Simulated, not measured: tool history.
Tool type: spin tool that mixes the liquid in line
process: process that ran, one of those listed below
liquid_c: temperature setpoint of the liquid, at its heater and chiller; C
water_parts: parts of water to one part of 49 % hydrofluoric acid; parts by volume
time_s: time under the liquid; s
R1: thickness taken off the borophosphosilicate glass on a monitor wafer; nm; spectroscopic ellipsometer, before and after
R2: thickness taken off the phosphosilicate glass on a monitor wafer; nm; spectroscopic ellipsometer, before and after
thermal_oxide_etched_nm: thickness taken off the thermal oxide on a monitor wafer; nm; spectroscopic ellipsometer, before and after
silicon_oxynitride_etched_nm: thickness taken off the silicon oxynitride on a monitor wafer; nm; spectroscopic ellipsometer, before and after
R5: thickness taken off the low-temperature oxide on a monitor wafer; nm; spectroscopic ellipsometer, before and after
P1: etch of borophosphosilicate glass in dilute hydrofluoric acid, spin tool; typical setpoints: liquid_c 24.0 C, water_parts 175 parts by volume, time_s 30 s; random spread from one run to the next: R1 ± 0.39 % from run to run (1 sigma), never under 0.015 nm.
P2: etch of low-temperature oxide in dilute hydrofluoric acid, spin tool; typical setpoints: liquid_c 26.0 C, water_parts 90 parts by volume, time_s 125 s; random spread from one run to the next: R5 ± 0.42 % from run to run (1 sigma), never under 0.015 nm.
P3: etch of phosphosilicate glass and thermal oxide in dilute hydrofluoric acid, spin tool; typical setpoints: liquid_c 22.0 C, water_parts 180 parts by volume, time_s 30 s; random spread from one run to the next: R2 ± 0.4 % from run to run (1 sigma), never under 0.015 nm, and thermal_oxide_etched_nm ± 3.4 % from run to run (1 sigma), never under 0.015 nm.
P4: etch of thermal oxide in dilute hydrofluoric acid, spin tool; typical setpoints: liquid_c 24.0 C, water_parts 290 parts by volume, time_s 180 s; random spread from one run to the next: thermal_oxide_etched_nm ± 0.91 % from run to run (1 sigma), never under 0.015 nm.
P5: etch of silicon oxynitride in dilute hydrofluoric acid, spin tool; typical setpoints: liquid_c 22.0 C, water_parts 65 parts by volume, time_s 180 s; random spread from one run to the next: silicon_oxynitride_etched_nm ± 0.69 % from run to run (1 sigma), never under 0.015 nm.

Run 1, hour 8.8: process P1, liquid_c 24.0 C, water_parts 175 parts by volume, time_s 30 s. Result: R1 7.7274 nm.
Run 2, hour 18.1: process P1, liquid_c 31.0 C, water_parts 85 parts by volume, time_s 30 s. Result: R1 23.5130 nm.
Run 3, hour 26.9: process P3, liquid_c 22.0 C, water_parts 180 parts by volume, time_s 15 s. Result: R2 10.804 nm, thermal_oxide_etched_nm 0.35050 nm.
Run 4, hour 41.8: process P1, liquid_c 24.0 C, water_parts 80 parts by volume, time_s 30 s. Result: R1 19.0350 nm.
Run 5, hour 59.1: process P1, liquid_c 18.5 C, water_parts 235 parts by volume, time_s 30 s. Result: R1 4.4134 nm.
Run 6, hour 76.3: process P5, liquid_c 22.0 C, water_parts 110 parts by volume, time_s 180 s. Result: silicon_oxynitride_etched_nm 2.1560 nm.
Run 7, hour 91.0: process P1, liquid_c 24.0 C, water_parts 175 parts by volume, time_s 30 s. Result: R1 7.7806 nm.
Run 8, hour 105.0: process P5, liquid_c 17.0 C, water_parts 65 parts by volume, time_s 180 s. Result: silicon_oxynitride_etched_nm 2.9641 nm.
Run 9, hour 119.8: process P2, liquid_c 26.0 C, water_parts 90 parts by volume, time_s 125 s. Result: R5 37.637 nm.
Run 10, hour 137.8: process P1, liquid_c 24.0 C, water_parts 175 parts by volume, time_s 30 s. Result: R1 7.8097 nm.
Run 11, hour 152.1: process P4, liquid_c 24.0 C, water_parts 290 parts by volume, time_s 355 s. Result: thermal_oxide_etched_nm 4.76690 nm.
Run 12, hour 160.6: process P1, liquid_c 24.0 C, water_parts 175 parts by volume, time_s 15 s. Result: R1 3.8394 nm.
Run 13, hour 171.3: process P5, liquid_c 22.0 C, water_parts 65 parts by volume, time_s 85 s. Result: silicon_oxynitride_etched_nm 1.8476 nm.
Run 14, hour 185.8: process P1, liquid_c 24.0 C, water_parts 175 parts by volume, time_s 30 s. Result: R1 7.7417 nm.
Run 15, hour 199.7: process P1, liquid_c 19.5 C, water_parts 45 parts by volume, time_s 30 s. Result: R1 29.1360 nm.
Run 16, hour 210.1: process P1, liquid_c 24.0 C, water_parts 175 parts by volume, time_s 30 s. Result: R1 7.7780 nm.
Run 17, hour 225.9: process P3, liquid_c 17.0 C, water_parts 180 parts by volume, time_s 30 s. Result: R2 17.610 nm, thermal_oxide_etched_nm 0.54297 nm.
Run 18, hour 236.7: process P4, liquid_c 29.5 C, water_parts 290 parts by volume, time_s 180 s. Result: thermal_oxide_etched_nm 2.93490 nm.
Run 19, hour 245.8: process P1, liquid_c 24.0 C, water_parts 175 parts by volume, time_s 30 s. Result: R1 7.8281 nm.
Run 20, hour 259.4: process P2, liquid_c 26.0 C, water_parts 90 parts by volume, time_s 45 s. Result: R5 13.521 nm.
Run 21, hour 275.8: process P1, liquid_c 24.0 C, water_parts 270 parts by volume, time_s 30 s. Result: R1 4.6191 nm.
Run 22, hour 290.4: process P4, liquid_c 24.0 C, water_parts 290 parts by volume, time_s 180 s. Result: thermal_oxide_etched_nm 2.41860 nm.
Run 23, hour 304.1: process P3, liquid_c 22.0 C, water_parts 180 parts by volume, time_s 30 s. Result: R2 21.582 nm, thermal_oxide_etched_nm 0.66519 nm.
Run 24, hour 318.1: process P2, liquid_c 26.0 C, water_parts 90 parts by volume, time_s 125 s. Result: R5 37.537 nm.
At hour 322.9: thermometer replaced.
Run 25, hour 331.8: process P3, liquid_c 22.0 C, water_parts 300 parts by volume, time_s 30 s. Result: R2 11.496 nm, thermal_oxide_etched_nm 0.33961 nm.
Run 26, hour 348.0: process P4, liquid_c 24.0 C, water_parts 90 parts by volume, time_s 180 s. Result: thermal_oxide_etched_nm 9.56000 nm.
Run 27, hour 359.1: process P1, liquid_c 18.0 C, water_parts 175 parts by volume, time_s 30 s. Result: R1 6.1355 nm.
Run 28, hour 373.1: process P1, liquid_c 24.0 C, water_parts 175 parts by volume, time_s 50 s. Result: R1 13.0380 nm.
Run 29, hour 389.4: process P3, liquid_c 22.0 C, water_parts 180 parts by volume, time_s 30 s. Result: R2 21.454 nm, thermal_oxide_etched_nm 0.63966 nm.
Run 30, hour 401.0: process P4, liquid_c 24.0 C, water_parts 290 parts by volume, time_s 180 s. Result: thermal_oxide_etched_nm 2.39020 nm.
Run 31, hour 415.8: process P1, liquid_c 29.5 C, water_parts 175 parts by volume, time_s 30 s. Result: R1 9.5514 nm.
Run 32, hour 430.1: process P2, liquid_c 32.5 C, water_parts 90 parts by volume, time_s 125 s. Result: R5 48.206 nm.
Run 33, hour 445.9: process P2, liquid_c 26.0 C, water_parts 25 parts by volume, time_s 125 s. Result: R5 146.950 nm.
Run 34, hour 454.1: process P5, liquid_c 22.0 C, water_parts 65 parts by volume, time_s 180 s. Result: silicon_oxynitride_etched_nm 3.8817 nm.
Run 35, hour 464.3: process P1, liquid_c 24.0 C, water_parts 175 parts by volume, time_s 30 s. Result: R1 7.8023 nm.
Run 36, hour 482.9: process P1, liquid_c 24.0 C, water_parts 175 parts by volume, time_s 30 s. Result: R1 8.1455 nm.
Run 37, hour 494.3: process P1, liquid_c 24.0 C, water_parts 175 parts by volume, time_s 30 s. Result: R1 8.2700 nm.
Run 38, hour 503.0: process P1, liquid_c 24.0 C, water_parts 175 parts by volume, time_s 30 s. Result: R1 8.4262 nm.
Run 39, hour 512.8: process P1, liquid_c 24.0 C, water_parts 175 parts by volume, time_s 30 s. Result: R1 8.4259 nm.
Run 40, hour 524.2: process P1, liquid_c 24.0 C, water_parts 175 parts by volume, time_s 30 s. Result: R1 8.4667 nm.
Run 41, hour 540.6: process P1, liquid_c 24.0 C, water_parts 175 parts by volume, time_s 30 s. Result: R1 8.4932 nm.
Run 42, hour 553.6: process P1, liquid_c 24.0 C, water_parts 175 parts by volume, time_s 30 s. Result: R1 8.4884 nm.

The output of P1 has drifted from where it used to be. Each of the 2 causes below, taken at the size shown beside it, accounts for the log equally well:
A: liquid hotter than its thermometer reads (K) = 2.44
B: hydrofluoric acid flow above the setpoint (%) = 7.89
The onset of the drift is placed at about hour 464.3.

Which of the check runs below tells the causes apart, meaning the causes would give it clearly different results? Each run uses 3 wafers whose results are averaged, and each result is shown as a question mark.
Run check 1, hour 566.6: process P2, liquid_c 30.0 C, water_parts 90 parts by volume, time_s 125 s. Result: R5 ?.
Run check 2, hour 566.6: process P3, liquid_c 17.0 C, water_parts 245 parts by volume, time_s 30 s. Result: R2 ?, thermal_oxide_etched_nm ?.
Run check 3, hour 566.6: process P5, liquid_c 19.0 C, water_parts 90 parts by volume, time_s 180 s. Result: silicon_oxynitride_etched_nm ?.
Run check 4, hour 566.6: process P4, liquid_c 24.0 C, water_parts 125 parts by volume, time_s 295 s. Result: thermal_oxide_etched_nm ?.

How each check would come out, cause by cause:
  check                        result      if A      if B
check 1                            R5    47.888    47.609
check 2                            R2    13.457    13.431
check 2       thermal_oxide_etched_nm   0.40928   0.40849
check 3  silicon_oxynitride_etched_nm    2.6533    2.5511
check 4       thermal_oxide_etched_nm  12.03800  11.95400
Minimum pairwise separation of causes per check, each pair taken at its best-separating result: check 1 0.58 %; check 2 0.19 %; check 3 3.93 %; check 4 0.7 %
Check 3 distinguishes between the causes, while the remaining checks would return nearly the same result for all of them.

Check 3 was carried out, with these results: silicon_oxynitride_etched_nm 2.6460 nm. Which of the listed causes is responsible?

The correct cause is A, namely: liquid hotter than its thermometer reads (K).

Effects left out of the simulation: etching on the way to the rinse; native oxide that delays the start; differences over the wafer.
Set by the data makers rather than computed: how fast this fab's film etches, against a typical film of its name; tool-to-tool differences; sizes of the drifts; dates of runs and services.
